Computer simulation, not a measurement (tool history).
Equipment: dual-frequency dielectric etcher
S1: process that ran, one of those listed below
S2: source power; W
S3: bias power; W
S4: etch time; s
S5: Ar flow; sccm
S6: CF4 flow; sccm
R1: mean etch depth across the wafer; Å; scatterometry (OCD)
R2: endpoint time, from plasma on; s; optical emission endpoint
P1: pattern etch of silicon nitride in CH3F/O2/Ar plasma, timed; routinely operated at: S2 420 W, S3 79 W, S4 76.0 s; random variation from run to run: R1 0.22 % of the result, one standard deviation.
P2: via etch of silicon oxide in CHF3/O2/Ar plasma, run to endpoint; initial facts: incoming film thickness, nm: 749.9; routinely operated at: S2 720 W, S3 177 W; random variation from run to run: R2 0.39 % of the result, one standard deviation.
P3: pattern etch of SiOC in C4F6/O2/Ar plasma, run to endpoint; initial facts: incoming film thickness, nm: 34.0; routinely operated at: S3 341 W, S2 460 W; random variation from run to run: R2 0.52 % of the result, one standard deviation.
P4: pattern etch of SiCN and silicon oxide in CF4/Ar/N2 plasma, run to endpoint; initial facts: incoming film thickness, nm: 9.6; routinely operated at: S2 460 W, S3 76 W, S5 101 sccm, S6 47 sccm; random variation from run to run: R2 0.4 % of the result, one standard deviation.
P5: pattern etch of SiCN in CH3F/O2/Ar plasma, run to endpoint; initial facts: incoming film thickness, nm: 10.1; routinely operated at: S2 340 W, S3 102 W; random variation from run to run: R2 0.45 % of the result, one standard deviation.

run	day	S1	S2	S3	S4	S5	S6	R1	R2
1	0.288	P1	420	79	76.0			572.75	
2	0.496	P1	420	79	76.0			572.37	
3	0.750	P1	420	79	93.0			699.59	
4	1.154	P4	460	76		66	47		10.9830
5	1.467	P1	420	79	76.0			570.27	
6	1.808	P1	420	79	76.0			570.97	
7	2.200	P1	420	79	52.0			390.30	
8	2.504	P2	720	129					385.2400
9	2.754	P5	470	102					22.9320
10	3.142	P1	420	79	76.0			569.02	
# day 3.425: source power generator calibrated
11	3.567	P3	460	341					12.6380
12	3.871	P5	340	102					25.8520
13	4.150	P1	550	79	107.5			892.35	
14	4.383	P2	720	177					348.9400
15	4.750	P4	570	76		101	47		9.7547
16	5.067	P4	460	97		101	47		10.7220
17	5.396	P5	340	102					25.6330
18	5.592	P2	430	177					423.3900
19	5.946	P4	460	76		101	47		11.7530
20	6.358	P3	280	341					15.2800
21	6.796	P4	460	76		101	31		12.5580
22	7.112	P1	420	79	76.0			572.09	
23	7.371	P3	460	235					14.3720
24	7.771	P5	340	145					22.4850
25	8.117	P1	420	102	76.0			626.76	
26	8.508	P1	580	79	76.0			645.12	
27	8.933	P1	420	47	76.0			481.44	
28	9.208	P1	290	79	76.0			498.89	
29	9.508	P1	420	79	76.0			569.98	
30	9.867	P1	420	79	76.0			574.15	
31	10.267	P1	420	79	76.0			577.03	
32	10.625	P1	420	79	76.0			578.72	
33	11.054	P1	420	79	76.0			576.29	
# day 11.267: wet clean of the chamber
34	11.304	P1	420	79	76.0			577.58	
35	11.742	P1	420	79	76.0			579.41	
36	12.175	P1	420	79	76.0			581.87	
37	12.533	P1	420	79	76.0			580.11	
38	12.821	P1	420	79	76.0			578.99	
39	13.079	P1	420	79	76.0			576.66	
40	13.333	P1	420	79	76.0			580.58	

P1 no longer gives what it gave before; its output has crept away from where it was. The following 2 causes, each at its listed size, fit the log equally well:
A: bias power that arrives over what is set, % = 4.32
B: source power that arrives over what is set, % = 4
Onset of the creep was near day 9.508.
Every other cause this tool's parts could produce, and why it does not fit the log:
chamber walls in a state that raises the etch rate, %: serviced at day 11.267, after the change had begun; the process did not return to its earlier output

The list below offers 4 check runs, each averaging the results of 2 wafers, and shows each result as a question mark. For which of them would the listed causes give clearly different results?
check 1	13.588	P2	470	177					?
check 2	13.588	P3	290	250					?
check 3	13.588	P4	550	76		67	47		?
check 4	13.588	P5	340	139					?

How each check would come out, cause by cause:
check	result	if A	if B
check 1	R2	405.6700	405.4700
check 2	R2	16.5810	16.5730
check 3	R2	9.2753	9.0884
check 4	R2	22.4300	22.4930
How far apart the two closest causes lie, in the result that separates them most: check 1 0.05 %; check 2 0.05 %; check 3 2.04 %; check 4 0.28 %
The causes can be told apart only by check 3. The other checks would give nearly the same results under each of them.

Check 3 has now been run. It gave: R2 9.2886 s. Which of the candidate causes is it?

The cause is A: bias power that arrives over what is set, %.
